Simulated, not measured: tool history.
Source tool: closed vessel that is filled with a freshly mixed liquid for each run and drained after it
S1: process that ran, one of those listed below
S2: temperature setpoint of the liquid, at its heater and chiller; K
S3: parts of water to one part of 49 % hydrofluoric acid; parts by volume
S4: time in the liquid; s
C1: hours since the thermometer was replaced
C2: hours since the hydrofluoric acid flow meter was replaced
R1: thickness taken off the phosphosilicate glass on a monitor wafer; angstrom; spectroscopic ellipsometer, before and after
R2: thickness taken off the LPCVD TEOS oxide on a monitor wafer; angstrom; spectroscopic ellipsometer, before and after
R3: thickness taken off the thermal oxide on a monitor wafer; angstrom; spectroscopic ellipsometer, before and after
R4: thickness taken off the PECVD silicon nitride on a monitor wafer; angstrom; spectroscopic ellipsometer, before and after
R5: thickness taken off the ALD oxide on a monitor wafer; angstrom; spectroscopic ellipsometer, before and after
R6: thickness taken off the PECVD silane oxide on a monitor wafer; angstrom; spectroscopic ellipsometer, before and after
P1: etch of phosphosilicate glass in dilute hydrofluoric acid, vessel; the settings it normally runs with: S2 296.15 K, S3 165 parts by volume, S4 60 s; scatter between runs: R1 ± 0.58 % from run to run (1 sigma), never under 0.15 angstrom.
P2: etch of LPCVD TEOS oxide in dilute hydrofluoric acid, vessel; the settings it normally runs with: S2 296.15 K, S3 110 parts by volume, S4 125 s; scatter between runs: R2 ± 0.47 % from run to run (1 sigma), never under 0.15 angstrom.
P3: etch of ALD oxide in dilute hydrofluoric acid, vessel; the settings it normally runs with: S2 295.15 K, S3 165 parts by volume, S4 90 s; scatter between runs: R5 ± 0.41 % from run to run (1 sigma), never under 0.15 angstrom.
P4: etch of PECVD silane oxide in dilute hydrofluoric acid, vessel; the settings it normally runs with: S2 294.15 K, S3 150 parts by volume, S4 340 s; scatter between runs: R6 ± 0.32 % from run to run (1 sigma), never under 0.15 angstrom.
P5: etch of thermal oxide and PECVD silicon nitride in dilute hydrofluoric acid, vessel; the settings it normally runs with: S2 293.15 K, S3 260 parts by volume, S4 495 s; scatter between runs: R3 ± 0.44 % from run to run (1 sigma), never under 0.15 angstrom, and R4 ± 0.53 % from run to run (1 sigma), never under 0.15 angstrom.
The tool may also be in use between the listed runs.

Run 1, hour 11.1: S1 P1, S2 296.15 K, S3 165 parts by volume, S4 60 s; C1 393.8; C2 743.3. Result: R1 255.99 angstrom.
Run 2, hour 23.4: S1 P2, S2 296.15 K, S3 110 parts by volume, S4 125 s; C1 406.1; C2 755.6. Result: R2 235.05 angstrom.
Run 3, hour 31.3: S1 P5, S2 293.15 K, S3 115 parts by volume, S4 495 s; C1 414; C2 763.5. Result: R3 159.8 angstrom, R4 184.15 angstrom.
Run 4, hour 38.9: S1 P1, S2 296.15 K, S3 165 parts by volume, S4 60 s; C1 421.6; C2 771.1. Result: R1 255.39 angstrom.
Run 5, hour 47.2: S1 P3, S2 290.15 K, S3 165 parts by volume, S4 90 s; C1 429.9; C2 779.4. Result: R5 67.359 angstrom.
Run 6, hour 56.3: S1 P2, S2 296.15 K, S3 110 parts by volume, S4 30 s; C1 439; C2 788.5. Result: R2 56.688 angstrom.
Run 7, hour 65.9: S1 P4, S2 294.15 K, S3 150 parts by volume, S4 180 s; C1 448.6; C2 798.1. Result: R6 298.67 angstrom.
Run 8, hour 73.7: S1 P1, S2 301.15 K, S3 165 parts by volume, S4 60 s; C1 456.4; C2 805.9. Result: R1 308.1 angstrom.
Run 9, hour 81.1: S1 P3, S2 295.15 K, S3 165 parts by volume, S4 90 s; C1 463.8; C2 813.3. Result: R5 81.067 angstrom.
Run 10, hour 91.8: S1 P3, S2 295.15 K, S3 75 parts by volume, S4 90 s; C1 474.5; C2 824. Result: R5 200.3 angstrom.
Run 11, hour 103.3: S1 P1, S2 296.15 K, S3 165 parts by volume, S4 60 s; C1 486; C2 835.5. Result: R1 256.6 angstrom.
Run 12, hour 116.3: S1 P2, S2 301.15 K, S3 110 parts by volume, S4 125 s; C1 499; C2 848.5. Result: R2 284.83 angstrom.
Run 13, hour 125: S1 P5, S2 293.15 K, S3 260 parts by volume, S4 495 s; C1 507.7; C2 857.2. Result: R3 61.304 angstrom, R4 83.471 angstrom.
Run 14, hour 136.5: S1 P3, S2 295.15 K, S3 165 parts by volume, S4 160 s; C1 519.2; C2 868.7. Result: R5 144.62 angstrom.
Run 15, hour 145.7: S1 P1, S2 296.15 K, S3 35 parts by volume, S4 60 s; C1 528.4; C2 877.9. Result: R1 1395.3 angstrom.
Run 16, hour 156.3: S1 P4, S2 299.15 K, S3 150 parts by volume, S4 340 s; C1 539; C2 888.5. Result: R6 679.93 angstrom.
Run 17, hour 168.3: S1 P1, S2 296.15 K, S3 280 parts by volume, S4 60 s; C1 551; C2 900.5. Result: R1 134.96 angstrom.
Run 18, hour 178.8: S1 P4, S2 294.15 K, S3 75 parts by volume, S4 340 s; C1 561.5; C2 911. Result: R6 1221 angstrom.
Run 19, hour 187.9: S1 P1, S2 290.65 K, S3 165 parts by volume, S4 105 s; C1 570.6; C2 920.1. Result: R1 356.28 angstrom.
Run 20, hour 203.3: S1 P1, S2 296.15 K, S3 165 parts by volume, S4 60 s; C1 586; C2 935.5. Result: R1 255.48 angstrom.
Run 21, hour 211.2: S1 P2, S2 296.15 K, S3 110 parts by volume, S4 125 s; C1 593.9; C2 943.4. Result: R2 233.8 angstrom.
Run 22, hour 224.6: S1 P1, S2 290.15 K, S3 165 parts by volume, S4 100 s; C1 607.3; C2 956.8. Result: R1 333.73 angstrom.
Run 23, hour 234.3: S1 P1, S2 296.15 K, S3 165 parts by volume, S4 60 s; C1 617; C2 966.5. Result: R1 254.19 angstrom.
Run 24, hour 244.7: S1 P4, S2 294.15 K, S3 150 parts by volume, S4 340 s; C1 627.4; C2 976.9. Result: R6 562.23 angstrom.
At hour 257.5: hydrofluoric acid flow meter replaced.
Run 25, hour 259.6: S1 P4, S2 294.15 K, S3 150 parts by volume, S4 340 s; C1 642.3; C2 2.2. Result: R6 561.89 angstrom.
Run 26, hour 266.8: S1 P1, S2 290.15 K, S3 240 parts by volume, S4 60 s; C1 649.5; C2 9.4. Result: R1 130.64 angstrom.
Run 27, hour 281.2: S1 P1, S2 291.15 K, S3 165 parts by volume, S4 60 s; C1 663.9; C2 23.8. Result: R1 209.18 angstrom.
Run 28, hour 292.8: S1 P1, S2 296.15 K, S3 165 parts by volume, S4 30 s; C1 675.5; C2 35.4. Result: R1 127.58 angstrom.
Run 29, hour 303.3: S1 P5, S2 293.15 K, S3 260 parts by volume, S4 215 s; C1 686; C2 45.9. Result: R3 26.426 angstrom, R4 36.393 angstrom.
Run 30, hour 312.6: S1 P1, S2 296.15 K, S3 165 parts by volume, S4 60 s; C1 695.3; C2 55.2. Result: R1 258.06 angstrom.
Run 31, hour 325.6: S1 P2, S2 296.15 K, S3 30 parts by volume, S4 125 s; C1 708.3; C2 68.2. Result: R2 955.7 angstrom.
Run 32, hour 333.1: S1 P1, S2 296.15 K, S3 165 parts by volume, S4 90 s; C1 715.8; C2 75.7. Result: R1 380.18 angstrom.
Run 33, hour 340.5: S1 P5, S2 290.15 K, S3 260 parts by volume, S4 495 s; C1 723.2; C2 83.1. Result: R3 54.795 angstrom, R4 68.53 angstrom.
Run 34, hour 354.2: S1 P1, S2 296.15 K, S3 165 parts by volume, S4 60 s; C1 736.9; C2 96.8. Result: R1 255.67 angstrom.
Run 35, hour 362.5: S1 P1, S2 296.15 K, S3 165 parts by volume, S4 60 s; C1 745.2; C2 105.1. Result: R1 264.75 angstrom.
Run 36, hour 376.6: S1 P1, S2 296.15 K, S3 165 parts by volume, S4 60 s; C1 759.3; C2 119.2. Result: R1 272.65 angstrom.
Run 37, hour 384.8: S1 P1, S2 296.15 K, S3 165 parts by volume, S4 60 s; C1 767.5; C2 127.4. Result: R1 276.41 angstrom.
Run 38, hour 393.9: S1 P1, S2 296.15 K, S3 165 parts by volume, S4 60 s; C1 776.6; C2 136.5. Result: R1 276.27 angstrom.
Run 39, hour 402.6: S1 P1, S2 296.15 K, S3 165 parts by volume, S4 60 s; C1 785.3; C2 145.2. Result: R1 278.28 angstrom.
Run 40, hour 409.9: S1 P1, S2 296.15 K, S3 165 parts by volume, S4 60 s; C1 792.6; C2 152.5. Result: R1 277.9 angstrom.
Run 41, hour 420.3: S1 P1, S2 296.15 K, S3 165 parts by volume, S4 60 s; C1 803; C2 162.9. Result: R1 279.84 angstrom.

Compared with where it was, what P1 gives has crept away. Each cause listed below fits the log as well as the rest, at the size given for it:
A: hydrofluoric acid flow above the setpoint (%) = 7.29
B: liquid hotter than its thermometer reads (K) = 2.2
The creep began at about hour 354.2.

Below are 4 check runs, each on a single wafer, with their results shown as question marks. Which of them would tell the listed causes apart, meaning the causes would give clearly different results under it?
Run check 1, hour 430.7: S1 P2, S2 296.15 K, S3 110 parts by volume, S4 70 s. Result: R2 ?.
Run check 2, hour 430.7: S1 P3, S2 291.65 K, S3 165 parts by volume, S4 155 s. Result: R5 ?.
Run check 3, hour 430.7: S1 P4, S2 299.15 K, S3 150 parts by volume, S4 340 s. Result: R6 ?.
Run check 4, hour 430.7: S1 P5, S2 290.15 K, S3 260 parts by volume, S4 495 s. Result: R3 ?, R4 ?.

Outcome of each check run for each possible cause:
  check  result    if A    if B
check 1      R2  143.12  144.16
check 2      R5  132.69  133.44
check 3      R6  738.07  737.23
check 4      R3  59.385  59.276
check 4      R4  73.286  79.155
Smallest distance between any two causes, each pair judged by its most separating result, in per cent: check 1 0.72 %; check 2 0.56 %; check 3 0.11 %; check 4 7.7 %
Of the check runs offered, only check 4 discriminates between the causes; the rest would read about the same regardless of which cause applies.

Running check 4 produced the following: R3 59.744 angstrom; R4 79.01 angstrom. Which one of the listed causes fits?

It was cause B: liquid hotter than its thermometer reads (K).

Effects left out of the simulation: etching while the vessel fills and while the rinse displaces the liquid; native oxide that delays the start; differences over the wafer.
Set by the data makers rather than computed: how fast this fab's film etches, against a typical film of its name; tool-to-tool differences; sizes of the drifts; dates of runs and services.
